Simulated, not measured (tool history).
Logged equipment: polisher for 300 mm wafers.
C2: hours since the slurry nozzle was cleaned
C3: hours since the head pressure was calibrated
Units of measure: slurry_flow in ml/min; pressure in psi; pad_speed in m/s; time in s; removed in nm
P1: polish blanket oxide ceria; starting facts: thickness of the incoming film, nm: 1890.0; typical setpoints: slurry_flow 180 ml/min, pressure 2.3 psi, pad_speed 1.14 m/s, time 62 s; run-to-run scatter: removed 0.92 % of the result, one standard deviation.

Run 1, hour 7.7: slurry_flow 180 ml/min, pressure 2.3 psi, pad_speed 1.14 m/s, time 62 s; wafers polished on this pad 494; C2 147.7; C3 716.7. Result: removed 233.530 nm.
Run 2, hour 21.0: slurry_flow 180 ml/min, pressure 2.3 psi, pad_speed 1.66 m/s, time 62 s; wafers polished on this pad 591; C2 161.0; C3 730.0. Result: removed 343.790 nm.
Run 3, hour 28.1: slurry_flow 180 ml/min, pressure 2.3 psi, pad_speed 0.52 m/s, time 62 s; wafers polished on this pad 643; C2 168.1; C3 737.1. Result: removed 107.310 nm.
Run 4, hour 42.2: slurry_flow 235 ml/min, pressure 2.3 psi, pad_speed 1.14 m/s, time 62 s; wafers polished on this pad 746; C2 182.2; C3 751.2. Result: removed 249.780 nm.
Run 5, hour 53.8: slurry_flow 180 ml/min, pressure 2.3 psi, pad_speed 1.14 m/s, time 28 s; wafers polished on this pad 830; C2 193.8; C3 762.8. Result: removed 106.600 nm.
Run 6, hour 65.9: slurry_flow 180 ml/min, pressure 3.4 psi, pad_speed 1.14 m/s, time 62 s; wafers polished on this pad 918; C2 205.9; C3 774.9. Result: removed 344.900 nm.
Run 7, hour 74.0: slurry_flow 180 ml/min, pressure 2.3 psi, pad_speed 1.14 m/s, time 95 s; wafers polished on this pad 978; C2 214.0; C3 783.0. Result: removed 359.920 nm.
Run 8, hour 83.9: slurry_flow 180 ml/min, pressure 2.3 psi, pad_speed 1.14 m/s, time 62 s; wafers polished on this pad 1050; C2 223.9; C3 792.9. Result: removed 235.630 nm.
Run 9, hour 96.3: slurry_flow 110 ml/min, pressure 2.3 psi, pad_speed 0.60 m/s, time 62 s; wafers polished on this pad 1140; C2 236.3; C3 805.3. Result: removed 113.660 nm.
Run 10, hour 109.3: slurry_flow 110 ml/min, pressure 2.3 psi, pad_speed 0.58 m/s, time 62 s; wafers polished on this pad 1235; C2 249.3; C3 818.3. Result: removed 110.100 nm.
Run 11, hour 118.8: slurry_flow 110 ml/min, pressure 2.3 psi, pad_speed 1.14 m/s, time 62 s; wafers polished on this pad 1304; C2 258.8; C3 827.8. Result: removed 215.120 nm.
Run 12, hour 128.1: slurry_flow 180 ml/min, pressure 2.3 psi, pad_speed 1.14 m/s, time 62 s; wafers polished on this pad 1372; C2 268.1; C3 837.1. Result: removed 233.650 nm.
Run 13, hour 137.5: slurry_flow 180 ml/min, pressure 1.0 psi, pad_speed 1.14 m/s, time 31 s; wafers polished on this pad 1441; C2 277.5; C3 846.5. Result: removed 50.919 nm.
Run 14, hour 145.5: slurry_flow 180 ml/min, pressure 2.3 psi, pad_speed 1.14 m/s, time 62 s; wafers polished on this pad 1499; C2 285.5; C3 854.5. Result: removed 237.860 nm.
Run 15, hour 158.4: slurry_flow 180 ml/min, pressure 1.5 psi, pad_speed 1.14 m/s, time 62 s; wafers polished on this pad 1593; C2 298.4; C3 867.4. Result: removed 153.410 nm.
Run 16, hour 166.7: slurry_flow 180 ml/min, pressure 2.3 psi, pad_speed 1.14 m/s, time 62 s; wafers polished on this pad 1654; C2 306.7; C3 875.7. Result: removed 234.300 nm.
Run 17, hour 175.1: slurry_flow 180 ml/min, pressure 2.3 psi, pad_speed 1.14 m/s, time 62 s; wafers polished on this pad 1715; C2 315.1; C3 884.1. Result: removed 236.130 nm.
Run 18, hour 188.5: slurry_flow 180 ml/min, pressure 2.3 psi, pad_speed 1.14 m/s, time 62 s; wafers polished on this pad 1813; C2 328.5; C3 897.5. Result: removed 229.930 nm.
Run 19, hour 200.0: slurry_flow 180 ml/min, pressure 2.3 psi, pad_speed 1.14 m/s, time 62 s; wafers polished on this pad 1897; C2 340.0; C3 909.0. Result: removed 229.130 nm.
Run 20, hour 207.4: slurry_flow 180 ml/min, pressure 2.3 psi, pad_speed 1.14 m/s, time 62 s; wafers polished on this pad 1951; C2 347.4; C3 916.4. Result: removed 226.360 nm.
At hour 213.2: worn pad replaced by a new one.
Run 21, hour 219.2: slurry_flow 180 ml/min, pressure 2.3 psi, pad_speed 1.14 m/s, time 62 s; wafers polished on this pad 43; C2 359.2; C3 928.2. Result: removed 221.110 nm.
Run 22, hour 231.9: slurry_flow 180 ml/min, pressure 2.3 psi, pad_speed 1.14 m/s, time 62 s; wafers polished on this pad 136; C2 371.9; C3 940.9. Result: removed 226.130 nm.
Run 23, hour 247.8: slurry_flow 180 ml/min, pressure 2.3 psi, pad_speed 1.14 m/s, time 62 s; wafers polished on this pad 252; C2 387.8; C3 956.8. Result: removed 221.700 nm.
Run 24, hour 262.6: slurry_flow 180 ml/min, pressure 2.3 psi, pad_speed 1.14 m/s, time 62 s; wafers polished on this pad 360; C2 402.6; C3 971.6. Result: removed 223.960 nm.

P1 has crept away from where it was. The log is fitted equally well by each of these 2 causes, at the sizes shown:
A: head's pressure below its setpoint, % = 5.86
B: slurry flow missing at the pad, % = 29.6
The creep began at about hour 175.1.
Other possible causes, and why each is ruled out:
removal rate lost through wear of the pad, %: serviced at hour 213.2, after the drift had started, without restoring the earlier output

Below are 4 check runs, each averaged over 5 wafers, with their results shown as question marks. Which of them would give clearly different results depending on which cause is behind the drift?
Run check 1, hour 277.4: slurry_flow 180 ml/min, pressure 1.7 psi, pad_speed 1.14 m/s, time 86 s. Result: removed ?.
Run check 2, hour 277.4: slurry_flow 115 ml/min, pressure 2.3 psi, pad_speed 1.14 m/s, time 31 s. Result: removed ?.
Run check 3, hour 277.4: slurry_flow 180 ml/min, pressure 2.3 psi, pad_speed 1.46 m/s, time 62 s. Result: removed ?.
Run check 4, hour 277.4: slurry_flow 180 ml/min, pressure 2.3 psi, pad_speed 0.52 m/s, time 62 s. Result: removed ?.

Outcome of each check run for each possible cause:
  check   result     if A     if B
check 1  removed  228.030  228.060
check 2  removed  102.590   99.574
check 3  removed  284.850  284.890
check 4  removed  101.450  101.470
Per check, the gap between the least separated pair of causes, taken in the result that splits them most: check 1 0.01 %; check 2 2.99 %; check 3 0.01 %; check 4 0.01 %
Check 2 distinguishes between the causes, while the remaining checks would return nearly the same result for all of them.

Running check 2 produced the following: removed 99.023 nm. Which one of the listed causes fits?

It was cause B: slurry flow missing at the pad, %.
